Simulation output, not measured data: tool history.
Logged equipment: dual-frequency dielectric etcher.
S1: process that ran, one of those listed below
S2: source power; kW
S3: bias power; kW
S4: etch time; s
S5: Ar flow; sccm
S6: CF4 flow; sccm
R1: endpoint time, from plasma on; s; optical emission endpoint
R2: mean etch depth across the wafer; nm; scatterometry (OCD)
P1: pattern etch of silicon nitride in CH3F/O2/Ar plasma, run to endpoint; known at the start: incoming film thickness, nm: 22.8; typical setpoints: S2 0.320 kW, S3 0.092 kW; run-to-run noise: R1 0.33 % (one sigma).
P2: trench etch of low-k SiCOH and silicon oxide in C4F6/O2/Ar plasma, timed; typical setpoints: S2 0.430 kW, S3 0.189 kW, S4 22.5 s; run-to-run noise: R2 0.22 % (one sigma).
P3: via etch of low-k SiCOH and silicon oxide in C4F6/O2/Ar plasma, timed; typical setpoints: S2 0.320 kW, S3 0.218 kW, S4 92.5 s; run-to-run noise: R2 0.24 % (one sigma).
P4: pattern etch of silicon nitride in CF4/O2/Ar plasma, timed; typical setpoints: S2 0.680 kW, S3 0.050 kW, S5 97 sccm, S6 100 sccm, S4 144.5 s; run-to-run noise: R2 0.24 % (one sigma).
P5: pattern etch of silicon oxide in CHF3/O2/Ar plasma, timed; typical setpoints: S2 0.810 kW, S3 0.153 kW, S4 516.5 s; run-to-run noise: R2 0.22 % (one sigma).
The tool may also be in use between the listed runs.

run     day  S1     S2     S3     S4  S5   S6      R1        R2
  1   0.617  P1  0.320  0.092                  31.963
  2   1.233  P1  0.380  0.092                  30.065
  3   1.883  P5  0.810  0.153  330.0                    713.510
  4   2.592  P5  0.630  0.153  516.5                   1013.400
  5   3.242  P3  0.320  0.218   55.5                    153.930
  6   3.892  P4  0.680  0.050  144.5  97  133           369.790
  7   4.612  P4  0.680  0.050   94.5  97  100           234.620
  8   5.054  P1  0.320  0.092                  31.767
  9   5.596  P3  0.400  0.218   92.5                    281.090
 10   6.154  P1  0.320  0.057                  37.851
 11   6.538  P2  0.560  0.189   22.5                     82.855
 12   7.296  P1  0.320  0.092                  32.064
      7.300  -- source power generator calibrated
 13   7.829  P1  0.320  0.092                  31.781
 14   8.362  P2  0.430  0.189   22.5                     74.579
 15   8.821  P1  0.320  0.092                  31.975
 16   9.192  P3  0.320  0.290   92.5                    284.280
 17   9.758  P2  0.430  0.121   22.5                     64.997
 18  10.346  P1  0.320  0.111                  29.771
 19  10.833  P1  0.320  0.092                  31.969
 20  11.362  P2  0.430  0.189   22.5                     74.471
 21  12.008  P4  0.680  0.050  144.5  97  100           357.800
 22  12.767  P3  0.320  0.218   92.5                    257.620
 23  13.246  P4  0.930  0.050  144.5  97  100           470.000
 24  13.717  P1  0.260  0.110                  32.076
 25  14.317  P1  0.230  0.092                  35.996
 26  14.983  P2  0.430  0.189   30.5                    101.210

Run 27 has not been measured yet. What should we expect?
 27  15.354  P4  0.680  0.050  144.5  117  100       ?

Logged for run 27: R2 349.740 nm.
